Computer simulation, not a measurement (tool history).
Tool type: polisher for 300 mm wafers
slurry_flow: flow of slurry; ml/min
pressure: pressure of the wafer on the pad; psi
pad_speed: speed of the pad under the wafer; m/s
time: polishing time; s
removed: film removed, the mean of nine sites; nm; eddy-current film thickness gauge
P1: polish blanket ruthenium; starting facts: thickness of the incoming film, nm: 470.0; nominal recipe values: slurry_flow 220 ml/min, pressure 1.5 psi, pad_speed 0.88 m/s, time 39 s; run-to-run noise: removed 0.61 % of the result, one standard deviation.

run	hour	slurry_flow	pressure	pad_speed	time	removed
1	5.7	220	1.5	0.88	39	28.495
2	10.8	220	1.5	0.88	39	28.076
3	15.7	130	1.5	0.88	39	26.041
4	24.7	220	1.5	0.60	39	19.168
5	33.2	220	1.5	0.88	59	43.121
6	42.3	335	1.5	0.88	39	29.380
7	52.4	130	1.5	0.88	55	36.955
8	58.7	220	1.5	0.88	28	20.390
9	68.3	220	0.7	0.88	39	13.276
10	74.2	220	2.1	1.10	39	49.375
11	79.6	220	1.5	0.88	39	27.973
12	86.3	220	1.5	1.18	39	37.783
13	92.6	220	2.3	0.88	39	43.043
14	97.4	220	1.5	0.88	39	28.473
15	106.5	220	1.5	0.88	39	28.134
16	112.3	220	1.5	0.88	39	27.708
17	118.0	220	1.5	0.88	39	27.631

Expected results for the next run?
18	124.1	220	1.5	0.88	39	?

Run 18 measured removed 27.294 nm.

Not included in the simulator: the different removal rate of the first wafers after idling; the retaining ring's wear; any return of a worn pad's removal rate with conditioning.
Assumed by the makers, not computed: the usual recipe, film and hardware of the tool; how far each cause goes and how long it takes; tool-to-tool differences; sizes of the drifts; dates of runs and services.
